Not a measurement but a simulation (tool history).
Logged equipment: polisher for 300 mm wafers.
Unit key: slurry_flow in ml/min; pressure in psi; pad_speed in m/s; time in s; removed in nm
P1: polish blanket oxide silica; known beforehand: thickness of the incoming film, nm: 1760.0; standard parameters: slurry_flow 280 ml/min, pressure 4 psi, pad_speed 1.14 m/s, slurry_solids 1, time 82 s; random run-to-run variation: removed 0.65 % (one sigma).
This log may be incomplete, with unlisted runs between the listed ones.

{"run": 1, "day": 0.358, "slurry_flow": 280, "pressure": 4, "pad_speed": 1.14, "slurry_solids": 1, "time": 82, "removed": 218.83}
{"run": 2, "day": 0.546, "slurry_flow": 280, "pressure": 4, "pad_speed": 1.14, "slurry_solids": 1, "time": 109, "removed": 286.84}
{"run": 3, "day": 0.883, "slurry_flow": 280, "pressure": 4, "pad_speed": 1.14, "slurry_solids": 1, "time": 82, "removed": 216.21}
{"run": 4, "day": 1.312, "slurry_flow": 280, "pressure": 4, "pad_speed": 0.8, "slurry_solids": 0.7, "time": 82, "removed": 136.05}
{"run": 5, "day": 1.696, "slurry_flow": 280, "pressure": 4, "pad_speed": 1.14, "slurry_solids": 1, "time": 50, "removed": 130.66}
{"run": 6, "day": 2.1, "slurry_flow": 280, "pressure": 4, "pad_speed": 0.52, "slurry_solids": 1, "time": 82, "removed": 114.38}
{"run": 7, "day": 2.417, "slurry_flow": 280, "pressure": 4, "pad_speed": 1.14, "slurry_solids": 0.55, "time": 82, "removed": 156.61}
{"run": 8, "day": 2.725, "slurry_flow": 280, "pressure": 4, "pad_speed": 1.14, "slurry_solids": 1, "time": 82, "removed": 215.28}
{"run": 9, "day": 3.146, "slurry_flow": 200, "pressure": 4, "pad_speed": 1.14, "slurry_solids": 1, "time": 82, "removed": 207.54}
{"run": 10, "day": 3.488, "slurry_flow": 280, "pressure": 4, "pad_speed": 1.14, "slurry_solids": 1, "time": 82, "removed": 220.1}
{"run": 11, "day": 3.858, "slurry_flow": 280, "pressure": 4, "pad_speed": 1.14, "slurry_solids": 1, "time": 82, "removed": 215.12}
{"run": 12, "day": 4.071, "slurry_flow": 280, "pressure": 4, "pad_speed": 1.14, "slurry_solids": 1.35, "time": 82, "removed": 245.6}
{"run": 13, "day": 4.321, "slurry_flow": 280, "pressure": 2.2, "pad_speed": 1.14, "slurry_solids": 1, "time": 82, "removed": 119.16}
{"run": 14, "day": 4.612, "slurry_flow": 280, "pressure": 5.8, "pad_speed": 1.14, "slurry_solids": 1, "time": 82, "removed": 313.12}
{"run": 15, "day": 4.808, "slurry_flow": 385, "pressure": 4, "pad_speed": 1.14, "slurry_solids": 1, "time": 82, "removed": 221.95}
{"run": 16, "day": 5.104, "slurry_flow": 280, "pressure": 4, "pad_speed": 1.76, "slurry_solids": 1, "time": 82, "removed": 305}
{"run": 17, "day": 5.496, "slurry_flow": 280, "pressure": 4, "pad_speed": 1.14, "slurry_solids": 1, "time": 82, "removed": 215.85}
{"run": 18, "day": 5.717, "slurry_flow": 355, "pressure": 4, "pad_speed": 1.68, "slurry_solids": 1, "time": 82, "removed": 299.96}
{"run": 19, "day": 6.012, "slurry_flow": 280, "pressure": 4, "pad_speed": 1.14, "slurry_solids": 1, "time": 82, "removed": 216.96}
{"run": 20, "day": 6.246, "slurry_flow": 280, "pressure": 4, "pad_speed": 1.14, "slurry_solids": 1, "time": 82, "removed": 204.84}
{"run": 21, "day": 6.471, "slurry_flow": 280, "pressure": 4, "pad_speed": 1.14, "slurry_solids": 1, "time": 82, "removed": 196.16}
{"day": 6.708, "done": "conditioning disc replaced and pad reconditioned"}
{"run": 22, "day": 6.808, "slurry_flow": 280, "pressure": 4, "pad_speed": 1.14, "slurry_solids": 1, "time": 82, "removed": 193.84}
{"day": 7.158, "done": "head pressure recalibrated"}
{"run": 23, "day": 7.208, "slurry_flow": 280, "pressure": 4, "pad_speed": 1.14, "slurry_solids": 1, "time": 82, "removed": 189.08}
{"run": 24, "day": 7.471, "slurry_flow": 280, "pressure": 4, "pad_speed": 1.14, "slurry_solids": 1, "time": 82, "removed": 187.05}
{"run": 25, "day": 7.688, "slurry_flow": 280, "pressure": 4, "pad_speed": 1.14, "slurry_solids": 1, "time": 82, "removed": 189.58}

Compared with where it was, what P1 gives has crept away. Each cause listed below fits the log as well as the rest, at the size given for it:
A: abrasive missing from the slurry, % = 25
B: removal rate lost through wear of the pad, % = 13.2
Onset of the creep was near day 6.012.
Excluded causes, each with its reason:
slurry flow missing at the pad, %: can reach only 40, and even then removed would move by -6.1 %, too little or the wrong way
head's pressure below its setpoint, %: serviced at day 7.158, after the change had begun; the process did not return to its earlier output
time polished since the conditioner stopped cutting, s: serviced at day 6.708, after the change had begun; the process did not return to its earlier output

The 4 check runs listed below each average the results of 3 wafers, and their outcomes are marked with question marks. Under which run would the listed causes produce clearly different results?
{"run": "check 1", "day": 7.904, "slurry_flow": 280, "pressure": 5.3, "pad_speed": 1.46, "slurry_solids": 1, "time": 82, "removed": "?"}
{"run": "check 2", "day": 7.904, "slurry_flow": 280, "pressure": 4, "pad_speed": 1.14, "slurry_solids": 0.65, "time": 82, "removed": "?"}
{"run": "check 3", "day": 7.904, "slurry_flow": 345, "pressure": 4, "pad_speed": 1.14, "slurry_solids": 1, "time": 82, "removed": "?"}
{"run": "check 4", "day": 7.904, "slurry_flow": 280, "pressure": 3, "pad_speed": 0.84, "slurry_solids": 1, "time": 82, "removed": "?"}

How each check would come out, cause by cause:
check=check_1 result=removed if_A=302.96 if_B=302.81
check=check_2 result=removed if_A=146.17 if_B=150.63
check=check_3 result=removed if_A=191.03 if_B=190.93
check=check_4 result=removed if_A=110.2 if_B=110.14
Gap, in per cent, between the two causes that each check separates least, read from the result that separates them most: check 1 0.05 %; check 2 3.01 %; check 3 0.05 %; check 4 0.05 %
Of the check runs offered, only check 2 discriminates between the causes; the rest would read about the same regardless of which cause applies.

After running check 2, the following was obtained: removed 145.89 nm. Which cause does this point to?

The correct cause is A, namely: abrasive missing from the slurry, %.
